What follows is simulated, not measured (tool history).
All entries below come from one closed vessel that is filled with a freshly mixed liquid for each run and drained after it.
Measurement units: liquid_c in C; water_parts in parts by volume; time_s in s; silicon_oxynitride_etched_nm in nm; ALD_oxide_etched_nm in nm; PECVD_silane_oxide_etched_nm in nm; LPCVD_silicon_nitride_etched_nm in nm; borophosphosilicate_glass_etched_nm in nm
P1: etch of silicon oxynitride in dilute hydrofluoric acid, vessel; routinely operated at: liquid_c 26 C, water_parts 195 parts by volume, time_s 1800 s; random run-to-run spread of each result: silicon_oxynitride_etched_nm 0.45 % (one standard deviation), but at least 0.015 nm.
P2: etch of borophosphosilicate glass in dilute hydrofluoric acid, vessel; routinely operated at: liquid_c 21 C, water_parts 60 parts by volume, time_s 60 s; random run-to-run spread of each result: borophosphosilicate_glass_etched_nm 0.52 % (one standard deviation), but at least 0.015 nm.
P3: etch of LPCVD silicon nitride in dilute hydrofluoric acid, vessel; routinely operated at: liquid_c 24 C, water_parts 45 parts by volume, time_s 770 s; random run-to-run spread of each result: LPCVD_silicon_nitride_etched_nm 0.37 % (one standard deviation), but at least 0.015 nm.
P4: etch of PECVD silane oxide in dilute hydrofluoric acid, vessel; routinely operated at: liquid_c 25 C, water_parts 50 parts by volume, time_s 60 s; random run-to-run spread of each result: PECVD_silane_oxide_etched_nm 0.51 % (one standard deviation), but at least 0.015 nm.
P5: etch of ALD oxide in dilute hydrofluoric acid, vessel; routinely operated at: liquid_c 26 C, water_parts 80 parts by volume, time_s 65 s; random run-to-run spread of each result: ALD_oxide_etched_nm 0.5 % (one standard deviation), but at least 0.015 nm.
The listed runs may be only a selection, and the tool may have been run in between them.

run	hour	process	liquid_c	water_parts	time_s	hours since the thermometer was replaced	hours since the hydrofluoric acid flow meter was replaced	silicon_oxynitride_etched_nm	ALD_oxide_etched_nm	PECVD_silane_oxide_etched_nm	LPCVD_silicon_nitride_etched_nm	borophosphosilicate_glass_etched_nm
1	9.1	P1	26	195	1800	746.4	127.7	16.471				
2	14.1	P5	26	80	65	751.4	132.7		11.918			
3	19.4	P1	26	195	1800	756.7	138	16.531				
4	25.3	P5	22	80	65	762.6	143.9		10.241			
5	35.3	P1	26	105	1800	772.6	153.9	32.741				
6	44.7	P4	25	50	60	782	163.3			53.111		
7	52.3	P3	24	65	770	789.6	170.9				6.2339	
8	59.1	P4	25	30	60	796.4	177.7			91.057		
9	67.3	P1	26	195	1800	804.6	185.9	16.406				
10	73.5	P1	26	290	1800	810.8	192.1	10.349				
11	82.7	P5	26	50	65	820	201.3		19.797			
12	91.7	P1	26	195	460	829	210.3	4.2035				
13	96.8	P1	32	195	1800	834.1	215.4	21.307				
14	103.8	P2	21	60	60	841.1	222.4					71.224
15	113.6	P1	26	275	2735	850.9	232.2	16.841				
16	120.7	P1	21	195	135	858	239.3	0.98378				
17	127.4	P4	19.5	50	60	864.7	246			42.008		
18	136.5	P2	21	90	60	873.8	255.1					45.891
19	143.2	P3	24	45	770	880.5	261.8				8.9472	
20	151.9	P1	26	195	1800	889.2	270.5	16.514				
21	161.2	P3	28.5	45	770	898.5	279.8				11.993	
22	171.1	P2	28.5	60	60	908.4	289.7					95.391
23	180.1	P2	21	60	30	917.4	298.7					35.366
24	186.6	P3	24	45	70	923.9	305.2				0.79324	
25	191.9	P1	26	195	2995	929.2	310.5	27.573				
26	200.8	P5	26	80	30	938.1	319.4		5.4831			
27	206.7	P4	25	50	60	944	325.3			52.759		
28	213	P4	25	50	95	950.3	331.6			84.458		
29	220.6	P1	26	195	1800	957.9	339.2	16.49				
30	228.6	P1	19	195	1800	965.9	347.2	12.036				
31	234.4	P1	26	195	1800	971.7	353	16.476				
32	242.4	P1	26	195	1800	979.7	361	17.117				
33	248.2	P1	26	195	1800	985.5	366.8	17.418				
34	254.5	P1	26	195	1800	991.8	373.1	17.626				
35	259.8	P1	26	195	1800	997.1	378.4	17.832				
36	267.8	P1	26	195	1800	1005.1	386.4	17.929				
37	277.2	P1	26	195	1800	1014.5	395.8	18.105				
38	287.3	P1	26	195	1800	1024.6	405.9	17.999				
39	296.6	P1	26	195	1800	1033.9	415.2	18.01				

P1 has crept away from where it was. The log is fitted equally well by each of these 2 causes, at the sizes shown:
A: liquid hotter than its thermometer reads (K) = 2.06
B: hydrofluoric acid flow above the setpoint (%) = 8.02
The drift started at roughly hour 234.4.

Of the 4 check runs listed below, each run on one wafer and each result written as a question mark, which would let you distinguish the listed causes because they would give clearly different results?
check 1	305.9	P5	26	80	65				?			
check 2	305.9	P3	24	45	770						?	
check 3	305.9	P2	21	60	60							?
check 4	305.9	P4	25	50	60					?		

What each check would give under each cause:
check	result	if A	if B
check 1	ALD_oxide_etched_nm	12.926	12.983
check 2	LPCVD_silicon_nitride_etched_nm	10.254	9.6289
check 3	borophosphosilicate_glass_etched_nm	77.51	77.279
check 4	PECVD_silane_oxide_etched_nm	57.754	57.681
Minimum pairwise separation of causes per check, each pair taken at its best-separating result: check 1 0.44 %; check 2 6.29 %; check 3 0.3 %; check 4 0.13 %
Check 2 is the one run that separates the causes; every other check would come out nearly the same whichever cause is at work.

Running check 2 produced the following: LPCVD_silicon_nitride_etched_nm 10.282 nm. Which one of the listed causes fits?

It is A: liquid hotter than its thermometer reads (K).
